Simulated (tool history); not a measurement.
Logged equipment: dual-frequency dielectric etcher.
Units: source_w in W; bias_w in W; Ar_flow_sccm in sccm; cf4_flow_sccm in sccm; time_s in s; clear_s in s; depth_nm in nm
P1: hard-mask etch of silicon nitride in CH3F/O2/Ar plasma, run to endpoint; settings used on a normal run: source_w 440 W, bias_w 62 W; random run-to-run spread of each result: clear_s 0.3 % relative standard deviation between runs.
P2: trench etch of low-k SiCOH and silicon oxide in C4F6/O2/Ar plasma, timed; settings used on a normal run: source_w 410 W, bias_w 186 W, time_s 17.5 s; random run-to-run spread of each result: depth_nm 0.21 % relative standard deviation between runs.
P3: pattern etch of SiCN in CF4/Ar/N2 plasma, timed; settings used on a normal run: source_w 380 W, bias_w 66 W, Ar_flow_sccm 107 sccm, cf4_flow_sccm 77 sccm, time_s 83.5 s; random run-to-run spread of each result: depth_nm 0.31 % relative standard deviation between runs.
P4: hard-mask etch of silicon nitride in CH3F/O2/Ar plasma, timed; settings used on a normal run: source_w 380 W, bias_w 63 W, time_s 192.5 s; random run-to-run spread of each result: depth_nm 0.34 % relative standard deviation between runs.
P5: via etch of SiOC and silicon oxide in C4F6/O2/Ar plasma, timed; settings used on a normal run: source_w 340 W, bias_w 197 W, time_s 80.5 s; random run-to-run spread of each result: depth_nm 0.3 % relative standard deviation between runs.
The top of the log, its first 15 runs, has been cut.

run,hour,process,source_w,bias_w,Ar_flow_sccm,cf4_flow_sccm,time_s,hours since the last wet clean,hours since the last source power generator calibration,hours since the last bias power generator calibration,clear_s,depth_nm
16,174.2,P1,440,62,,,,390.6,1530.4,552.4,57.693,
17,186.4,P3,380,66,107,77,83.5,402.8,1542.6,564.6,,60.541
18,196.1,P5,420,197,,,80.5,412.5,1552.3,574.3,,95.029
19,206.7,P1,440,47,,,,423.1,1562.9,584.9,62.809,
20,213.0,P4,380,63,,,192.5,429.4,1569.2,591.2,,127.030
# hour 214.5: wet clean of the chamber
21,219.4,P1,600,62,,,,5.0,1575.6,597.6,51.039,
22,226.4,P4,380,41,,,192.5,12.0,1582.6,604.6,,111.800
23,237.1,P2,570,186,,,17.5,22.7,1593.3,615.3,,61.343
24,249.9,P3,380,66,107,77,58.0,35.5,1606.1,628.1,,42.272
25,263.6,P1,440,62,,,,49.2,1619.8,641.8,57.468,
26,276.0,P3,380,66,64,77,83.5,61.6,1632.2,654.2,,65.198
27,287.4,P4,380,63,,,192.5,73.0,1643.6,665.6,,127.800
28,298.0,P1,320,40,,,,83.6,1654.2,676.2,74.936,
29,309.3,P5,340,197,,,44.5,94.9,1665.5,687.5,,48.553
30,322.1,P1,300,43,,,,107.7,1678.3,700.3,75.055,
31,333.1,P1,440,81,,,,118.7,1689.3,711.3,52.476,
32,339.3,P1,440,62,,,,124.9,1695.5,717.5,57.995,

Forecast run 33:
33,350.2,P1,440,62,,,,135.8,1706.4,728.4,?,

clear_s: 58.244 s
